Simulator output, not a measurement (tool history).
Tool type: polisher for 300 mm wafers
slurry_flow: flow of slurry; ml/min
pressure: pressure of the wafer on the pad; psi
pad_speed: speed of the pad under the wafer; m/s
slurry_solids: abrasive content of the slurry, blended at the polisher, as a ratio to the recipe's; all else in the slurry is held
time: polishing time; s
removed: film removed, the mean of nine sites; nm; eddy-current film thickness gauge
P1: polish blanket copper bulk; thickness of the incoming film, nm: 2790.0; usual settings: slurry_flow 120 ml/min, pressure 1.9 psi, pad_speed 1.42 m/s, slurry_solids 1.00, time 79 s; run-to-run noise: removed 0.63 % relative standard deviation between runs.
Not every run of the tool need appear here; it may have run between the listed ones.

| run | hour | slurry_flow | pressure | pad_speed | slurry_solids | time | wafers polished on this pad | hours since the slurry nozzle was cleaned | hours since the head pressure was calibrated | hours since the slurry blender was calibrated | removed |
|---|---|---|---|---|---|---|---|---|---|---|---|
| 1 | 8.6 | 120 | 1.9 | 1.42 | 1.00 | 79 | 380 | 245.5 | 278.7 | 56.8 | 678.68 |
| 2 | 17.4 | 120 | 1.9 | 1.42 | 1.00 | 42 | 479 | 254.3 | 287.5 | 65.6 | 361.34 |
| 3 | 21.9 | 70 | 1.9 | 1.42 | 1.00 | 102 | 529 | 258.8 | 292.0 | 70.1 | 761.96 |
|  | 28.5 | slurry blender recalibrated |
| 4 | 30.7 | 70 | 1.9 | 1.42 | 1.00 | 79 | 627 | 267.6 | 300.8 | 2.3 | 592.57 |
| 5 | 36.1 | 120 | 1.9 | 0.96 | 1.00 | 79 | 687 | 273.0 | 306.2 | 7.7 | 462.44 |
| 6 | 45.2 | 120 | 0.9 | 1.42 | 1.00 | 79 | 789 | 282.1 | 315.3 | 16.8 | 322.05 |
| 7 | 52.3 | 120 | 1.9 | 1.42 | 1.00 | 79 | 868 | 289.2 | 322.4 | 23.9 | 676.95 |
| 8 | 59.9 | 120 | 1.9 | 1.42 | 1.00 | 79 | 953 | 296.8 | 330.0 | 31.5 | 685.21 |
| 9 | 67.2 | 120 | 1.9 | 1.42 | 1.00 | 79 | 1034 | 304.1 | 337.3 | 38.8 | 684.77 |
| 10 | 72.8 | 120 | 1.9 | 1.42 | 1.00 | 79 | 1097 | 309.7 | 342.9 | 44.4 | 682.75 |
| 11 | 78.1 | 120 | 1.9 | 2.04 | 1.00 | 79 | 1156 | 315.0 | 348.2 | 49.7 | 977.01 |
| 12 | 83.0 | 120 | 3.1 | 1.42 | 1.00 | 79 | 1210 | 319.9 | 353.1 | 54.6 | 1110.80 |
| 13 | 92.7 | 120 | 1.9 | 1.42 | 1.00 | 116 | 1318 | 329.6 | 362.8 | 64.3 | 1009.70 |

Forecast run 14:
| 14 | 98.7 | 120 | 1.9 | 1.42 | 0.75 | 79 | 1385 | 335.6 | 368.8 | 70.3 | ? |

{"run 14": {"removed": 639.23}}
